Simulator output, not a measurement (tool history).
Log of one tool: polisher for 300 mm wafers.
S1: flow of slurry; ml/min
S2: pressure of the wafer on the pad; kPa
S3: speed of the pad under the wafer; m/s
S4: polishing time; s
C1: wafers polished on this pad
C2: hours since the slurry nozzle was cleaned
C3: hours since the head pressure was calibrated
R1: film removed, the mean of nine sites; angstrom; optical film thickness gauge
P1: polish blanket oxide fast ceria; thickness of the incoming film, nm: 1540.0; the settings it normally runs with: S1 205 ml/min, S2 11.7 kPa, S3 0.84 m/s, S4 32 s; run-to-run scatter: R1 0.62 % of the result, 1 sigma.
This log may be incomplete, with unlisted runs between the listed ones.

run 1 hour=6.7 | S1=205 S2=11.7 S3=0.84 S4=32 | C1=704 C2=207.7 C3=453.3 | R1=2591.50
run 2 hour=17.9 | S1=205 S2=15.9 S3=0.84 S4=32 | C1=850 C2=218.9 C3=464.5 | R1=3467.80
run 3 hour=32.5 | S1=205 S2=11.7 S3=1.24 S4=32 | C1=1039 C2=233.5 C3=479.1 | R1=3757.40
run 4 hour=42.3 | S1=205 S2=11.7 S3=0.84 S4=19 | C1=1166 C2=243.3 C3=488.9 | R1=1518.10
run 5 hour=48.7 | S1=205 S2=11.7 S3=0.84 S4=32 | C1=1249 C2=249.7 C3=495.3 | R1=2576.20
run 6 hour=63.0 | S1=125 S2=11.7 S3=1.30 S4=32 | C1=1434 C2=264.0 C3=509.6 | R1=3681.40
-- hour=65.1 head pressure recalibrated
run 7 hour=72.2 | S1=205 S2=11.7 S3=0.84 S4=32 | C1=1553 C2=273.2 C3=7.1 | R1=2574.70
run 8 hour=80.2 | S1=155 S2=11.7 S3=0.84 S4=41 | C1=1657 C2=281.2 C3=15.1 | R1=3175.30
run 9 hour=94.0 | S1=205 S2=11.7 S3=0.84 S4=32 | C1=1836 C2=295.0 C3=28.9 | R1=2581.10
run 10 hour=105.3 | S1=205 S2=6.2 S3=0.84 S4=32 | C1=1982 C2=306.3 C3=40.2 | R1=1382.10
run 11 hour=113.8 | S1=205 S2=11.7 S3=0.84 S4=32 | C1=2092 C2=314.8 C3=48.7 | R1=2580.40
run 12 hour=125.2 | S1=205 S2=11.7 S3=0.38 S4=32 | C1=2240 C2=326.2 C3=60.1 | R1=1170.40
run 13 hour=138.2 | S1=125 S2=11.7 S3=0.84 S4=32 | C1=2409 C2=339.2 C3=73.1 | R1=2393.80
run 14 hour=152.3 | S1=205 S2=11.7 S3=0.84 S4=48 | C1=2591 C2=353.3 C3=87.2 | R1=3831.80
run 15 hour=160.2 | S1=205 S2=6.9 S3=0.84 S4=15 | C1=2694 C2=361.2 C3=95.1 | R1=710.46
run 16 hour=173.4 | S1=310 S2=11.7 S3=0.84 S4=32 | C1=2865 C2=374.4 C3=108.3 | R1=2684.70
run 17 hour=185.8 | S1=205 S2=11.7 S3=0.84 S4=32 | C1=3026 C2=386.8 C3=120.7 | R1=2606.60
run 18 hour=196.0 | S1=205 S2=11.7 S3=0.84 S4=32 | C1=3158 C2=397.0 C3=130.9 | R1=2518.90
run 19 hour=204.6 | S1=205 S2=11.7 S3=0.84 S4=32 | C1=3269 C2=405.6 C3=139.5 | R1=2466.50
run 20 hour=215.7 | S1=205 S2=11.7 S3=0.84 S4=32 | C1=3413 C2=416.7 C3=150.6 | R1=2433.80
-- hour=218.7 head pressure recalibrated
run 21 hour=226.1 | S1=205 S2=11.7 S3=0.84 S4=32 | C1=3548 C2=427.1 C3=7.4 | R1=2407.50
run 22 hour=237.7 | S1=205 S2=11.7 S3=0.84 S4=32 | C1=3698 C2=438.7 C3=19.0 | R1=2416.10
run 23 hour=251.8 | S1=205 S2=11.7 S3=0.84 S4=32 | C1=3881 C2=452.8 C3=33.1 | R1=2411.00

Compared with where it was, what P1 gives has crept away. Each cause listed below fits the log as well as the rest, at the size given for it:
A: slurry flow missing at the pad, % = 35.5
B: removal rate lost through wear of the pad, % = 6.77
The process output started creeping at around hour 185.8.
Other possible causes, and why each is ruled out:
head's pressure below its setpoint, %: its service at hour 218.7 followed the start of the drift and did not put the process back to its old value

Below are 4 check runs, each averaged over 5 wafers, with their results shown as question marks. Which of them would give clearly different results depending on which cause is behind the drift?
run check 1 hour=265.9 | S1=205 S2=11.7 S3=1.06 S4=32 | R1=?
run check 2 hour=265.9 | S1=205 S2=11.7 S3=0.48 S4=32 | R1=?
run check 3 hour=265.9 | S1=300 S2=11.7 S3=0.84 S4=44 | R1=?
run check 4 hour=265.9 | S1=205 S2=6.9 S3=1.24 S4=32 | R1=?

Outcome of each check run for each possible cause:
check=check_1 result=R1 if_A=3029.70 if_B=3029.50
check=check_2 result=R1 if_A=1371.90 if_B=1371.80
check=check_3 result=R1 if_A=3513.70 if_B=3440.20
check=check_4 result=R1 if_A=2084.80 if_B=2084.70
Smallest distance between any two causes, each pair judged by its most separating result, in per cent: check 1 0.01 %; check 2 0.01 %; check 3 2.11 %; check 4 0.01 %
Check 3 is the one run that separates the causes; every other check would come out nearly the same whichever cause is at work.

Check 3 was carried out, with these results: R1 3525.30 angstrom. Which of the listed causes is responsible?

It is A: slurry flow missing at the pad, %.

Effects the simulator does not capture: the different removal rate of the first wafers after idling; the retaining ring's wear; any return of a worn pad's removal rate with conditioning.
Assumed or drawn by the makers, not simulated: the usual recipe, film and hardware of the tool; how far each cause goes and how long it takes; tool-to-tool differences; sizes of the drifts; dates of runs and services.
